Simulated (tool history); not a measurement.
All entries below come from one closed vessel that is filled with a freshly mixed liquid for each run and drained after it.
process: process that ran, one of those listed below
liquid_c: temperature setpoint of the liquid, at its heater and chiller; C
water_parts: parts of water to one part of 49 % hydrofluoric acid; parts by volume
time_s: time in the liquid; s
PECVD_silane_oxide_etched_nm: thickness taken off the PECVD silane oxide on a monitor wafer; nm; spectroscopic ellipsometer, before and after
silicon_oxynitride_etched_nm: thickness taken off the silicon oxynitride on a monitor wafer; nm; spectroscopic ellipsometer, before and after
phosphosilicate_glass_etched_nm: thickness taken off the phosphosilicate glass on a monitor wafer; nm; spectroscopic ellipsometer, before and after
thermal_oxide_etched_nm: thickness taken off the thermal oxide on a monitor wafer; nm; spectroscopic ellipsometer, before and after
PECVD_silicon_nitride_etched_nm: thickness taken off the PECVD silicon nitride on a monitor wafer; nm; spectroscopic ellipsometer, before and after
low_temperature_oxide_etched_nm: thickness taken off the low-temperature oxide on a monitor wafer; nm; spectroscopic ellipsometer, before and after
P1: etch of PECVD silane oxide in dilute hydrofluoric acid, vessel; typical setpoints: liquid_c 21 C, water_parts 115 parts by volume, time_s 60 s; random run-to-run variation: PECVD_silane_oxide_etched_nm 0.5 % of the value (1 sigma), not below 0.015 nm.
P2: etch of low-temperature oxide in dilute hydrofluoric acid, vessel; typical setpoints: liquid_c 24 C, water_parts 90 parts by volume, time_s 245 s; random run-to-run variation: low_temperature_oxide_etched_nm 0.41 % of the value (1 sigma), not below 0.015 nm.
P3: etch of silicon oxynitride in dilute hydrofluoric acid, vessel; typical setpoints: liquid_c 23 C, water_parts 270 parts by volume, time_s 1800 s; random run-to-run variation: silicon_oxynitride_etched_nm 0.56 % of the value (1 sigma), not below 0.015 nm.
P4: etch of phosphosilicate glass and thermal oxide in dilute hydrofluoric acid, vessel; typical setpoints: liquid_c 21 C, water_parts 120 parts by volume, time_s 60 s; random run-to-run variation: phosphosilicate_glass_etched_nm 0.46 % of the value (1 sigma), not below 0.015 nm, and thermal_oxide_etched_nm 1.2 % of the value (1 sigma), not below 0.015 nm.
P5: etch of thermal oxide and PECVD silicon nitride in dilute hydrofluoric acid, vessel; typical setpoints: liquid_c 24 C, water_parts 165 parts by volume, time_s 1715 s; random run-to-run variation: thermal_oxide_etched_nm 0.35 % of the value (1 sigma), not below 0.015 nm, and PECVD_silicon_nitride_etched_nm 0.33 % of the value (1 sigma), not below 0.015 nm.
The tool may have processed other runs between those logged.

run,day,process,liquid_c,water_parts,time_s,PECVD_silane_oxide_etched_nm,silicon_oxynitride_etched_nm,phosphosilicate_glass_etched_nm,thermal_oxide_etched_nm,PECVD_silicon_nitride_etched_nm,low_temperature_oxide_etched_nm
1,0.379,P1,21,115,60,18.686,,,,,
2,0.817,P3,18.5,270,1800,,7.8499,,,,
3,1.079,P4,21,120,60,,,30.914,2.0575,,
4,1.454,P1,21,115,60,18.794,,,,,
5,1.788,P1,21,165,30,6.2126,,,,,
6,2.1,P4,21,215,60,,,15.632,1.0277,,
7,2.533,P4,25,120,60,,,36.612,2.339,,
8,2.854,P1,21,115,60,18.83,,,,,
9,3.1,P5,30.5,165,1715,,,,58.066,26.525,
10,3.467,P1,27,115,60,23.595,,,,,
11,3.767,P1,21,115,115,36.32,,,,,
12,4,P2,24,90,245,,,,,,28.688
13,4.288,P3,23,100,1800,,29.555,,,,
14,4.512,P1,21,115,60,18.936,,,,,
15,4.742,P5,24,165,2560,,,,68.308,26.712,
16,4.958,P1,21,50,60,46.96,,,,,
17,5.408,P5,24,165,1715,,,,45.756,17.678,
18,5.846,P2,24,90,350,,,,,,40.975
19,6.125,P1,21,115,30,9.3354,,,,,
20,6.346,P2,28.5,90,245,,,,,,34.138
21,6.775,P1,17,115,60,15.954,,,,,
22,7.025,P1,21,115,60,18.818,,,,,
23,7.454,P1,21,185,60,10.774,,,,,
24,7.742,P3,23,270,1800,,9.7232,,,,
25,8.192,P1,21,205,30,4.7522,,,,,
26,8.612,P4,21,120,30,,,15.506,1.0093,,
27,9,P1,17,55,60,35.509,,,,,
28,9.208,P3,23,270,890,,4.7851,,,,
29,9.575,P2,24,50,245,,,,,,54.273
30,10.017,P1,21,115,60,18.802,,,,,
31,10.358,P5,24,230,1715,,,,30.684,12.783,
32,10.758,P3,23,270,1800,,9.6209,,,,
33,11.121,P1,21,115,60,18.688,,,,,
34,11.35,P1,21,115,60,18.71,,,,,
35,11.738,P1,21,115,60,18.072,,,,,
36,11.967,P1,21,115,60,18.029,,,,,
37,12.175,P1,21,115,60,17.814,,,,,
38,12.483,P1,21,115,60,17.696,,,,,
39,12.842,P1,21,115,60,17.726,,,,,
40,13.292,P1,21,115,60,17.75,,,,,
41,13.571,P1,21,115,60,17.746,,,,,
42,13.771,P1,21,115,60,17.602,,,,,

P1 no longer gives what it gave before; its output has crept away from where it was. The following 2 causes, each at its listed size, fit the log equally well:
A: liquid colder than its thermometer reads (K) = 1.51
B: hydrofluoric acid flow below the setpoint (%) = 5.27
Onset of the creep was near day 11.35.

Of the 4 check runs listed below, each run on one wafer and each result written as a question mark, which would let you distinguish the listed causes because they would give clearly different results?
check 1,13.971,P4,21,120,60,,,?,?,,
check 2,13.971,P2,24,90,245,,,,,,?
check 3,13.971,P3,23,270,1800,,?,,,,
check 4,13.971,P5,24,165,1715,,,,?,?,

If the cause were each of the candidates in turn, the checks would give the following:
check,result,if A,if B
check 1,phosphosilicate_glass_etched_nm,29.164,29.151
check 1,thermal_oxide_etched_nm,1.9194,1.9185
check 2,low_temperature_oxide_etched_nm,27.048,27.055
check 3,silicon_oxynitride_etched_nm,9.0106,9.0283
check 4,thermal_oxide_etched_nm,43.182,42.89
check 4,PECVD_silicon_nitride_etched_nm,16.088,16.81
Per check, the gap between the least separated pair of causes, taken in the result that splits them most: check 1 0.05 %; check 2 0.03 %; check 3 0.2 %; check 4 4.39 %
Check 4 tells the causes apart: in the others they would give nearly the same result.

Here is what check 4 returned: thermal_oxide_etched_nm 42.706 nm; PECVD_silicon_nitride_etched_nm 16.945 nm. Which cause is it?

B is the cause: hydrofluoric acid flow below the setpoint (%).

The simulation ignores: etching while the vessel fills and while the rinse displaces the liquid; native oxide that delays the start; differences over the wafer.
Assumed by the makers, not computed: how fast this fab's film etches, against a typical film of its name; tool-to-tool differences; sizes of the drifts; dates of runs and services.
